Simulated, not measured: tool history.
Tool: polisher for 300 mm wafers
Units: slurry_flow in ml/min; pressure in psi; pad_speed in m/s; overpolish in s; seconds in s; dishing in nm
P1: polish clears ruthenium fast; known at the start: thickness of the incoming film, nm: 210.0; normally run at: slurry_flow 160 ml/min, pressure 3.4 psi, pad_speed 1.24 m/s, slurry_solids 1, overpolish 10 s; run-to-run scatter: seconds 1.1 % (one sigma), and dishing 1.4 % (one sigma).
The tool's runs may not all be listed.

| run | day | slurry_flow | pressure | pad_speed | slurry_solids | overpolish | wafers polished on this pad | hours since the slurry nozzle was cleaned | hours since the head pressure was calibrated | hours since the slurry blender was calibrated | seconds | dishing |
|---|---|---|---|---|---|---|---|---|---|---|---|---|
| 1 | 0.421 | 160 | 3.4 | 1.24 | 1 | 10 | 701 | 172.8 | 126.9 | 104.9 | 30.227 | 51.424 |
| 2 | 1.029 | 245 | 3.4 | 1.24 | 1 | 10 | 922 | 187.4 | 141.5 | 119.5 | 28.64 | 53.962 |
| 3 | 1.338 | 160 | 5 | 1.24 | 0.8 | 10 | 1034 | 194.8 | 148.9 | 126.9 | 22.717 | 64.315 |
| 4 | 1.717 | 160 | 3.4 | 1.24 | 1 | 10 | 1172 | 203.9 | 158 | 136 | 30.283 | 53.189 |
| 5 | 2.258 | 160 | 4.7 | 1.24 | 1 | 10 | 1369 | 216.9 | 171 | 149 | 21.544 | 66.37 |
| 6 | 2.679 | 160 | 3.4 | 1.24 | 1 | 10 | 1522 | 227 | 181.1 | 159.1 | 29.75 | 51.856 |
| 7 | 3.283 | 160 | 3.4 | 1.94 | 1 | 10 | 1741 | 241.5 | 195.6 | 173.6 | 19.027 | 71.377 |
|  | 3.683 | slurry nozzle cleaned |
| 8 | 3.775 | 100 | 3.4 | 1.24 | 1 | 10 | 1920 | 2.2 | 207.4 | 185.4 | 32.44 | 47.462 |
| 9 | 4.404 | 160 | 1.5 | 1.24 | 1 | 10 | 2149 | 17.3 | 222.5 | 200.5 | 67.41 | 26.504 |
| 10 | 4.912 | 160 | 3.4 | 1.24 | 1 | 10 | 2333 | 29.5 | 234.7 | 212.7 | 29.683 | 51.651 |
| 11 | 5.375 | 160 | 3.4 | 0.56 | 1 | 10 | 2501 | 40.6 | 245.8 | 223.8 | 65.678 | 26.338 |
| 12 | 5.95 | 160 | 3.4 | 1.24 | 1.3 | 10 | 2710 | 54.4 | 259.6 | 237.6 | 27.327 | 56.797 |
| 13 | 6.388 | 160 | 3.4 | 1.24 | 1 | 10 | 2869 | 64.9 | 270.1 | 248.1 | 29.437 | 51.793 |
| 14 | 6.762 | 160 | 3.4 | 1.24 | 0.6 | 10 | 3006 | 73.9 | 279.1 | 257.1 | 39.614 | 42.155 |
| 15 | 7.167 | 160 | 3.4 | 1.24 | 1 | 3 | 3153 | 83.6 | 288.8 | 266.8 | 29.954 | 18.4 |
| 16 | 7.604 | 160 | 3.4 | 1.24 | 1 | 10 | 3312 | 94.1 | 299.3 | 277.3 | 29.776 | 52.165 |
| 17 | 8.158 | 160 | 3.4 | 1.24 | 1 | 19 | 3513 | 107.4 | 312.6 | 290.6 | 30.132 | 81.722 |
| 18 | 8.542 | 160 | 3.4 | 1.24 | 1 | 10 | 3652 | 116.6 | 321.8 | 299.8 | 29.683 | 50.846 |
| 19 | 8.858 | 160 | 3.4 | 1.24 | 1 | 10 | 3767 | 124.2 | 329.4 | 307.4 | 30.427 | 51.46 |
| 20 | 9.279 | 160 | 3.4 | 1.24 | 1 | 10 | 3920 | 134.3 | 339.5 | 317.5 | 31.199 | 50.771 |
| 21 | 9.608 | 160 | 3.4 | 1.24 | 1 | 10 | 4040 | 142.2 | 347.4 | 325.4 | 31.101 | 48.949 |
| 22 | 10.179 | 160 | 3.4 | 1.24 | 1 | 10 | 4247 | 155.9 | 361.1 | 339.1 | 31.565 | 49.839 |
|  | 10.329 | worn pad replaced by a new one |
| 23 | 10.538 | 160 | 3.4 | 1.24 | 1 | 10 | 76 | 164.5 | 369.7 | 347.7 | 32.374 | 49.331 |
| 24 | 11.154 | 160 | 3.4 | 1.24 | 1 | 10 | 301 | 179.3 | 384.5 | 362.5 | 31.694 | 49.002 |
| 25 | 11.717 | 160 | 3.4 | 1.24 | 1 | 10 | 505 | 192.8 | 398 | 376 | 31.977 | 48.037 |
|  | 11.75 | head pressure recalibrated |
| 26 | 12 | 160 | 3.4 | 1.24 | 1 | 10 | 608 | 199.6 | 6.1 | 382.8 | 32.184 | 49.058 |
| 27 | 12.354 | 160 | 3.4 | 1.24 | 1 | 10 | 737 | 208.1 | 14.6 | 391.3 | 31.868 | 49.104 |
| 28 | 12.862 | 160 | 3.4 | 1.24 | 1 | 10 | 921 | 220.3 | 26.8 | 403.5 | 32.463 | 48.913 |

What P1 gives has crept away from where it was. These 2 causes fit the log equally well, each at the size given:
A: abrasive missing from the slurry, % = 15.5
B: slurry flow missing at the pad, % = 33.5
The creep began at about day 8.542.
Why every other cause is out:
removal rate lost through wear of the pad, %: serviced at day 10.329, which brought nothing back
head's pressure below its setpoint, %: serviced at day 11.75, which brought nothing back

4 check runs are offered, each on 5 wafers whose results are averaged, their results left as question marks. Which one tells the causes apart?
| check 1 | 13.371 | 160 | 2.1 | 0.58 | 1 | 10 |  |  |  |  | ? | ? |
| check 2 | 13.371 | 160 | 1.6 | 1.24 | 1 | 10 |  |  |  |  | ? | ? |
| check 3 | 13.371 | 160 | 3.4 | 1.88 | 1 | 19 |  |  |  |  | ? | ? |
| check 4 | 13.371 | 230 | 3.4 | 1.24 | 0.65 | 10 |  |  |  |  | ? | ? |

What each check would give under each cause:
| check | result | if A | if B |
|---|---|---|---|
| check 1 | seconds | 111.7 | 111.72 |
| check 1 | dishing | 16.264 | 16.262 |
| check 2 | seconds | 68.575 | 68.584 |
| check 2 | dishing | 25.483 | 25.48 |
| check 3 | seconds | 21.285 | 21.288 |
| check 3 | dishing | 97.914 | 97.908 |
| check 4 | seconds | 38.907 | 37.355 |
| check 4 | dishing | 41.663 | 43.087 |
How far apart the two closest causes lie, in the result that separates them most: check 1 0.01 %; check 2 0.01 %; check 3 0.01 %; check 4 4.07 %
Only check 4 tells the causes apart: in the others they would give nearly the same result.

Check 4 was then run and gave: seconds 37.165 s; dishing 43.143 nm. Which cause is it?

It is B: slurry flow missing at the pad, %.
